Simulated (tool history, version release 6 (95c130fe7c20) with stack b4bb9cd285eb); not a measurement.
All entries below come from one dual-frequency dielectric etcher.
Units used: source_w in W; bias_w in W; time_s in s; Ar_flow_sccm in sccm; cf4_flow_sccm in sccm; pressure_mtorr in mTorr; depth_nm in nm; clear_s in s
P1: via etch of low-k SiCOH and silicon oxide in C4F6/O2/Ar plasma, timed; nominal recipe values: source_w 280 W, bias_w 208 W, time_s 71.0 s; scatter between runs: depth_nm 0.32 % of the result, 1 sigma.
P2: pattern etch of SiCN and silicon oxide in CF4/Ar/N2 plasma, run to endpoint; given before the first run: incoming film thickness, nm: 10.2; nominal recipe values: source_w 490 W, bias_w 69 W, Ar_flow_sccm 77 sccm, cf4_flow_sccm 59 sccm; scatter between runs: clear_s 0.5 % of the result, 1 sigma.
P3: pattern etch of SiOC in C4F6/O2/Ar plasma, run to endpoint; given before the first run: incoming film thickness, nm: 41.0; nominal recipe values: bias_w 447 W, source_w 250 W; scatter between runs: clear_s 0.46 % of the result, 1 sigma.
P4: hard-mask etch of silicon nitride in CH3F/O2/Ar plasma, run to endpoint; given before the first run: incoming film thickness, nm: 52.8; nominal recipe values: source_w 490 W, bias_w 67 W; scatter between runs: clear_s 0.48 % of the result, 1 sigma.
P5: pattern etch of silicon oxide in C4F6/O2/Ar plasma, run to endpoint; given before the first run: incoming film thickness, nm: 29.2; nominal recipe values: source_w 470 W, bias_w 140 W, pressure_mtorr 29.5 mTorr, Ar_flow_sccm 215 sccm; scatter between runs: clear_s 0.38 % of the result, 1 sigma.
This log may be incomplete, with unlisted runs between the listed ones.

run   hour  process  source_w  bias_w  time_s  Ar_flow_sccm  cf4_flow_sccm  pressure_mtorr  depth_nm  clear_s
  1   11.9       P1       280     208    71.0                                                 178.10
  2   27.6       P2       490      91                    77             59                            10.3300
  3   40.6       P4       490      86                                                                 67.4830
  4   48.6       P1       280     208    71.0                                                 177.98
  5   57.6       P2       490      69                    77             59                            11.4590
  6   74.2       P3       250     447                                                                 17.1040
  7   89.0       P4       400      67                                                                 79.8840
  8   97.1       P2       490      69                    77             38                            12.1880
  9  110.6       P2       490      69                   103             59                            11.8770
 10  123.1       P4       490      67                                                                 74.0830
 11  137.5       P1       230     208    91.5                                                 211.16
 12  149.2       P1       180     208    71.0                                                 149.46
 13  160.0       P2       640      69                    77             59                             9.0143
 14  167.8       P5       470     140                   215                           39.5             9.5552
 15  180.4       P3       340     447                                                                 15.1930
 16  193.8       P1       280     266    91.5                                                 248.54
 17  204.8       P5       470     140                   161                           29.5             8.9338
 18  217.1       P5       470     140                   215                           29.5             9.1726
 19  232.0       P1       280     208    71.0                                                 176.83
 20  247.4       P3       250     447                                                                 17.2830
     250.7  -- bias power generator calibrated
 21  256.8       P1       280     208    71.0                                                 177.78
 22  266.7       P1       280     146    71.0                                                 157.86
 23  274.3       P1       280     208    40.5                                                 101.42
 24  285.9       P5       580     140                   215                           29.5             8.3861
 25  298.7       P3       250     573                                                                 15.7960
 26  308.9       P1       280     208    71.0                                                 175.97
 27  323.8       P1       280     208    71.0                                                 176.87
 28  338.8       P5       470     140                   215                           29.5             9.1677
 29  354.6       P1       280     251    71.0                                                 190.04
 30  370.2       P1       280     208    71.0                                                 177.17
 31  382.6       P2       490      69                    77             59                            11.3340
 32  391.3       P5       470     172                   215                           29.5             8.5643
 33  407.4       P1       370     208    71.0                                                 197.22
 34  418.9       P1       280     208   100.5                                                 252.36
 35  427.2       P1       280     208    71.0                                                 177.80
 36  440.6       P1       280     208    71.0                                                 179.40
 37  455.9       P1       280     208    71.0                                                 179.40
 38  464.2       P1       280     208    71.0                                                 179.82
     475.5  -- wet clean of the chamber
 39  478.8       P1       280     208    71.0                                                 179.80
 40  494.6       P1       280     208    71.0                                                 178.76
 41  509.0       P1       280     208    71.0                                                 181.35

The log shows P1 creeping away from where it was. Any of the 2 causes listed here, at the size stated for it, fits the log just as well as the others:
A: source power that arrives over what is set, % = 4.27
B: bias power that arrives over what is set, % = 4.9
The drift started at roughly hour 427.2.
What rules out each remaining cause:
chamber walls in a state that raises the etch rate, %: serviced at hour 475.5, which brought nothing back

4 check runs are offered, each on 3 wafers whose results are averaged, their results left as question marks. Which one tells the causes apart?
check 1  523.4       P4       490      67                                                                       ?
check 2  523.4       P5       470     140                   215                           29.5                  ?
check 3  523.4       P2       490      69                    77             59                                  ?
check 4  523.4       P3       250     447                                                                       ?

Check results expected under each cause:
  check   result     if A     if B
check 1  clear_s  72.6010  72.6070
check 2  clear_s   9.0196   9.0418
check 3  clear_s  10.9540  11.1890
check 4  clear_s  16.9400  16.8950
Smallest distance between any two causes, each pair judged by its most separating result, in per cent: check 1 0.01 %; check 2 0.25 %; check 3 2.13 %; check 4 0.27 %
The causes can be told apart only by check 3. The other checks would give nearly the same results under each of them.

Check 3 was carried out, with these results: clear_s 10.9490 s. Which of the listed causes is responsible?

The correct cause is A, namely: source power that arrives over what is set, %.

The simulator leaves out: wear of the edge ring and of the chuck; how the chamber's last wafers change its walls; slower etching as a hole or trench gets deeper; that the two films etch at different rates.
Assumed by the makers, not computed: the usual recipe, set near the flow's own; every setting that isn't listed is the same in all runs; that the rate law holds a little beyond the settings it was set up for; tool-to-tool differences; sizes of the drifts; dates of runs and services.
